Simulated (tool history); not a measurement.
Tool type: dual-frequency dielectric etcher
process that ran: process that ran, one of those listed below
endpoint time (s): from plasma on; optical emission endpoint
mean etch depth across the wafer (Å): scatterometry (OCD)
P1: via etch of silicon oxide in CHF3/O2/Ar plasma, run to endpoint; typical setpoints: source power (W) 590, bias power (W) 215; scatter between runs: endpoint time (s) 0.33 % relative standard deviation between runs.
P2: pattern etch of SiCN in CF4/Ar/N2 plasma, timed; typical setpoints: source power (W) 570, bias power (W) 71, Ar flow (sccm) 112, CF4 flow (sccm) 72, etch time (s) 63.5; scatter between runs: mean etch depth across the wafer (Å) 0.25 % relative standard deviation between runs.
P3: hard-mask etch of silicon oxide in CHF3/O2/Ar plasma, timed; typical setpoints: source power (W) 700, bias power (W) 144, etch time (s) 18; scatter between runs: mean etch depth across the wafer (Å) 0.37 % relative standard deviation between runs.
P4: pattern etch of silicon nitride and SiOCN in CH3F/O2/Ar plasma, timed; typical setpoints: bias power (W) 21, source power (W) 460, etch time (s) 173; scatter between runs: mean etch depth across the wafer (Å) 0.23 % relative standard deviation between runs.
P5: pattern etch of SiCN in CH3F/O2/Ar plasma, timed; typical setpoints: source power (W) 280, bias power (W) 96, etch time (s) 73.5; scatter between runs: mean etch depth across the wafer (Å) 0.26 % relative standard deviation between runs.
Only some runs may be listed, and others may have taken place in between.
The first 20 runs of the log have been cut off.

run,hour,process that ran,source power (W),bias power (W),etch time (s),Ar flow (sccm),CF4 flow (sccm),hours since the last wet clean,hours since the last source power generator calibration,hours since the last bias power generator calibration,endpoint time (s),mean etch depth across the wafer (Å)
21,89.2,P2,570,71,63.5,112,72,293.6,1317.1,1543.1,,657.35
22,91.8,P1,590,287,,,,296.2,1319.7,1545.7,210.17,
23,95.1,P2,570,71,63.5,92,72,299.5,1323,1549,,675.49
24,97.6,P3,700,144,18,,,302,1325.5,1551.5,,351.62
25,102.8,P1,490,251,,,,307.2,1330.7,1556.7,237.65,
# hour 103.4: wet clean of the chamber
26,105.8,P4,630,21,173,,,2.5,1333.7,1559.7,,257.67
27,110.8,P3,700,201,18,,,7.5,1338.7,1564.7,,394.5
28,114.1,P1,410,283,,,,10.8,1342,1568,243.13,
29,119.5,P4,460,28,173,,,16.2,1347.4,1573.4,,262.34
30,124.3,P2,570,71,63.5,112,72,21,1352.2,1578.2,,657.04
31,129.4,P3,410,144,18,,,26.1,1357.3,1583.3,,287.13

Run 32 is up next; what results do you expect?
32,132.2,P5,360,96,73.5,,,28.9,1360.1,1586.1,,?

{"run 32": {"mean etch depth across the wafer (Å)": 282.82}}

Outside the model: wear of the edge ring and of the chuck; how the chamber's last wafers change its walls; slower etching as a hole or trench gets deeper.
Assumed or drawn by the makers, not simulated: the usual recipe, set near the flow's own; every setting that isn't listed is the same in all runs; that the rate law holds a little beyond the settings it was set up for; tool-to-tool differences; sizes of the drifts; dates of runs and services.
